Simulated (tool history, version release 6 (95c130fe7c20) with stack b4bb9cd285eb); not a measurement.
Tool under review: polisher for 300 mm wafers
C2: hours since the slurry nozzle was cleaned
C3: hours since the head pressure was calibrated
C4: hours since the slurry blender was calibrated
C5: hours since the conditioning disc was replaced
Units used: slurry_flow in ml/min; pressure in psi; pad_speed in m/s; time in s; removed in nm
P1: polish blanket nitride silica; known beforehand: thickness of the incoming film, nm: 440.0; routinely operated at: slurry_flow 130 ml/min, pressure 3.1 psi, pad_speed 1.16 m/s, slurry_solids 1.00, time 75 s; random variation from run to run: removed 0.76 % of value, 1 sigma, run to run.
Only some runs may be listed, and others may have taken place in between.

Run 1, hour 7.3: slurry_flow 130 ml/min, pressure 3.1 psi, pad_speed 1.16 m/s, slurry_solids 1.00, time 75 s; wafers polished on this pad 286; C2 271.2; C3 135.1; C4 61.3; C5 47.0. Result: removed 49.186 nm.
Run 2, hour 12.9: slurry_flow 130 ml/min, pressure 3.1 psi, pad_speed 1.16 m/s, slurry_solids 1.00, time 75 s; wafers polished on this pad 364; C2 276.8; C3 140.7; C4 66.9; C5 52.6. Result: removed 48.931 nm.
Run 3, hour 17.4: slurry_flow 130 ml/min, pressure 3.1 psi, pad_speed 1.16 m/s, slurry_solids 1.00, time 34 s; wafers polished on this pad 427; C2 281.3; C3 145.2; C4 71.4; C5 57.1. Result: removed 22.530 nm.
Run 4, hour 21.6: slurry_flow 130 ml/min, pressure 3.1 psi, pad_speed 1.16 m/s, slurry_solids 1.00, time 110 s; wafers polished on this pad 486; C2 285.5; C3 149.4; C4 75.6; C5 61.3. Result: removed 71.830 nm.
Run 5, hour 26.7: slurry_flow 130 ml/min, pressure 3.1 psi, pad_speed 1.16 m/s, slurry_solids 1.00, time 75 s; wafers polished on this pad 557; C2 290.6; C3 154.5; C4 80.7; C5 66.4. Result: removed 49.335 nm.
Run 6, hour 31.6: slurry_flow 130 ml/min, pressure 3.1 psi, pad_speed 0.76 m/s, slurry_solids 1.00, time 75 s; wafers polished on this pad 626; C2 295.5; C3 159.4; C4 85.6; C5 71.3. Result: removed 34.927 nm.
Run 7, hour 37.3: slurry_flow 130 ml/min, pressure 1.4 psi, pad_speed 1.16 m/s, slurry_solids 1.00, time 75 s; wafers polished on this pad 705; C2 301.2; C3 165.1; C4 91.3; C5 77.0. Result: removed 22.375 nm.
Run 8, hour 44.7: slurry_flow 130 ml/min, pressure 3.1 psi, pad_speed 1.72 m/s, slurry_solids 1.00, time 75 s; wafers polished on this pad 808; C2 308.6; C3 172.5; C4 98.7; C5 84.4. Result: removed 67.932 nm.
Run 9, hour 52.2: slurry_flow 130 ml/min, pressure 3.1 psi, pad_speed 1.16 m/s, slurry_solids 1.00, time 75 s; wafers polished on this pad 913; C2 316.1; C3 180.0; C4 106.2; C5 91.9. Result: removed 49.465 nm.
Run 10, hour 56.5: slurry_flow 130 ml/min, pressure 3.1 psi, pad_speed 1.16 m/s, slurry_solids 1.00, time 75 s; wafers polished on this pad 973; C2 320.4; C3 184.3; C4 110.5; C5 96.2. Result: removed 49.082 nm.
At hour 57.8: worn pad replaced by a new one.
Run 11, hour 64.0: slurry_flow 185 ml/min, pressure 3.1 psi, pad_speed 1.16 m/s, slurry_solids 1.00, time 75 s; wafers polished on this pad 87; C2 327.9; C3 191.8; C4 118.0; C5 103.7. Result: removed 51.642 nm.
Run 12, hour 68.4: slurry_flow 80 ml/min, pressure 3.1 psi, pad_speed 1.16 m/s, slurry_solids 1.00, time 75 s; wafers polished on this pad 149; C2 332.3; C3 196.2; C4 122.4; C5 108.1. Result: removed 43.408 nm.
Run 13, hour 75.9: slurry_flow 130 ml/min, pressure 4.7 psi, pad_speed 1.16 m/s, slurry_solids 1.00, time 75 s; wafers polished on this pad 253; C2 339.8; C3 203.7; C4 129.9; C5 115.6. Result: removed 74.737 nm.
Run 14, hour 81.1: slurry_flow 130 ml/min, pressure 3.1 psi, pad_speed 1.16 m/s, slurry_solids 1.50, time 75 s; wafers polished on this pad 326; C2 345.0; C3 208.9; C4 135.1; C5 120.8. Result: removed 57.884 nm.
Run 15, hour 86.6: slurry_flow 130 ml/min, pressure 3.1 psi, pad_speed 1.60 m/s, slurry_solids 0.55, time 75 s; wafers polished on this pad 403; C2 350.5; C3 214.4; C4 140.6; C5 126.3. Result: removed 46.813 nm.
Run 16, hour 92.2: slurry_flow 130 ml/min, pressure 3.1 psi, pad_speed 1.16 m/s, slurry_solids 0.50, time 75 s; wafers polished on this pad 481; C2 356.1; C3 220.0; C4 146.2; C5 131.9. Result: removed 33.391 nm.

Run 17 is up next; what results do you expect?
Run 17, hour 98.2: slurry_flow 130 ml/min, pressure 3.1 psi, pad_speed 1.16 m/s, slurry_solids 1.00, time 75 s; wafers polished on this pad 565; C2 362.1; C3 226.0; C4 152.2; C5 137.9. Result: removed ?.

Run 17 came out at removed 49.459 nm.

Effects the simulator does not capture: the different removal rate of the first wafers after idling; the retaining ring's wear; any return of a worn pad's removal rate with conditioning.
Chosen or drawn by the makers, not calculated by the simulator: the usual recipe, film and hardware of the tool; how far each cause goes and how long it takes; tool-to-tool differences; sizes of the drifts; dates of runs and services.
